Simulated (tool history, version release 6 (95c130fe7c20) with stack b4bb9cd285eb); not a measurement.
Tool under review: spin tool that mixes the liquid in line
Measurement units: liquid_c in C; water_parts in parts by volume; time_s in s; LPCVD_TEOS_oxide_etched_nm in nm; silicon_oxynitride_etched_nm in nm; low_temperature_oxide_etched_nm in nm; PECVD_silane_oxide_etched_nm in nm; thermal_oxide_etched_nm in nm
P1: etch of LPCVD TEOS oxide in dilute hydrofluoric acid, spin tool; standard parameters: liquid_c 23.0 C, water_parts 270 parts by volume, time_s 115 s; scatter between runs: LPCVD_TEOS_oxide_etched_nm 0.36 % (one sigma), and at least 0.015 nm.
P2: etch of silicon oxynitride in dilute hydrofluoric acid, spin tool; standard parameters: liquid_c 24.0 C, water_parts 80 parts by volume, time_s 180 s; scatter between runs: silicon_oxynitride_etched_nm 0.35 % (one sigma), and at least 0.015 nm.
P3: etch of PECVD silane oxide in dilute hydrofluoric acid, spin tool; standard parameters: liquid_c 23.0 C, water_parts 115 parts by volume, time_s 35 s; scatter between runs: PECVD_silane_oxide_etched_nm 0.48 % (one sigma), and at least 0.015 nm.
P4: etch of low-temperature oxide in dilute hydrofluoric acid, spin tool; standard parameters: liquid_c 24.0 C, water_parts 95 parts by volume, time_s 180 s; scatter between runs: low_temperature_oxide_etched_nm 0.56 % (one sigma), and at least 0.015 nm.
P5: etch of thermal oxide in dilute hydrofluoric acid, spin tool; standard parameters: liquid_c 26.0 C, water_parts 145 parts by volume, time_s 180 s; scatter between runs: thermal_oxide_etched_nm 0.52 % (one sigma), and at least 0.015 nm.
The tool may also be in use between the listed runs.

run	hour	process	liquid_c	water_parts	time_s	hours since the thermometer was replaced	hours since the hydrofluoric acid flow meter was replaced	LPCVD_TEOS_oxide_etched_nm	silicon_oxynitride_etched_nm	low_temperature_oxide_etched_nm	PECVD_silane_oxide_etched_nm	thermal_oxide_etched_nm
1	4.4	P1	23.0	270	115	616.3	1086.0	13.8750				
2	7.7	P2	24.0	80	265	619.6	1089.3		8.8475			
3	12.8	P1	23.0	270	220	624.7	1094.4	26.5960				
4	15.8	P4	24.0	95	180	627.7	1097.4			36.5660		
5	19.3	P1	23.0	270	115	631.2	1100.9	13.9480				
6	23.1	P4	24.0	95	180	635.0	1104.7			36.7200		
7	26.5	P3	23.0	190	35	638.4	1108.1				3.3728	
8	30.0	P2	17.0	80	180	641.9	1111.6		4.2522			
# hour 32.0: hydrofluoric acid flow meter replaced
9	32.6	P3	23.0	115	60	644.5	0.6				10.3730	
10	36.9	P5	26.0	145	180	648.8	4.9					6.2024
11	39.5	P1	17.5	270	115	651.4	7.5	11.3450				
12	41.9	P4	20.0	95	180	653.8	9.9			31.4670		
13	45.4	P5	26.0	145	180	657.3	13.4					6.1891
14	48.5	P5	26.0	195	180	660.4	16.5					4.3684
15	51.2	P3	23.0	115	35	663.1	19.2				6.0083	
16	55.0	P2	24.0	20	180	666.9	23.0		25.3710			
17	57.8	P1	23.0	50	115	669.7	25.8	96.3830				
18	61.2	P1	23.0	115	65	673.1	29.2	21.8620				
19	65.8	P1	23.0	270	35	677.7	33.8	4.2640				
20	68.5	P3	23.0	115	35	680.4	36.5				6.0124	
21	71.0	P4	24.0	170	180	682.9	39.0			18.7120		
22	74.5	P1	29.5	270	115	686.4	42.5	17.4230				
23	77.4	P1	23.0	270	115	689.3	45.4	13.8880				
24	81.4	P1	23.0	270	115	693.3	49.4	13.9340				
25	85.5	P2	24.0	80	180	697.4	53.5		6.0313			
26	88.9	P2	24.0	80	180	700.8	56.9		6.0648			
27	92.5	P1	23.0	270	115	704.4	60.5	13.9900				
28	95.1	P3	19.0	115	35	707.0	63.1				5.0998	
29	97.8	P1	23.0	470	115	709.7	65.8	6.6719				
30	100.8	P5	34.0	145	180	712.7	68.8					8.2567
31	105.4	P4	24.0	95	15	717.3	73.4			3.0533		
32	109.4	P5	26.0	145	45	721.3	77.4					1.5465
33	112.9	P1	23.0	270	115	724.8	80.9	13.9360				

What does the tool deliver on the next run?
34	115.8	P1	23.0	270	115	727.7	83.8	?				

Run 34 produced LPCVD_TEOS_oxide_etched_nm 14.3310 nm.
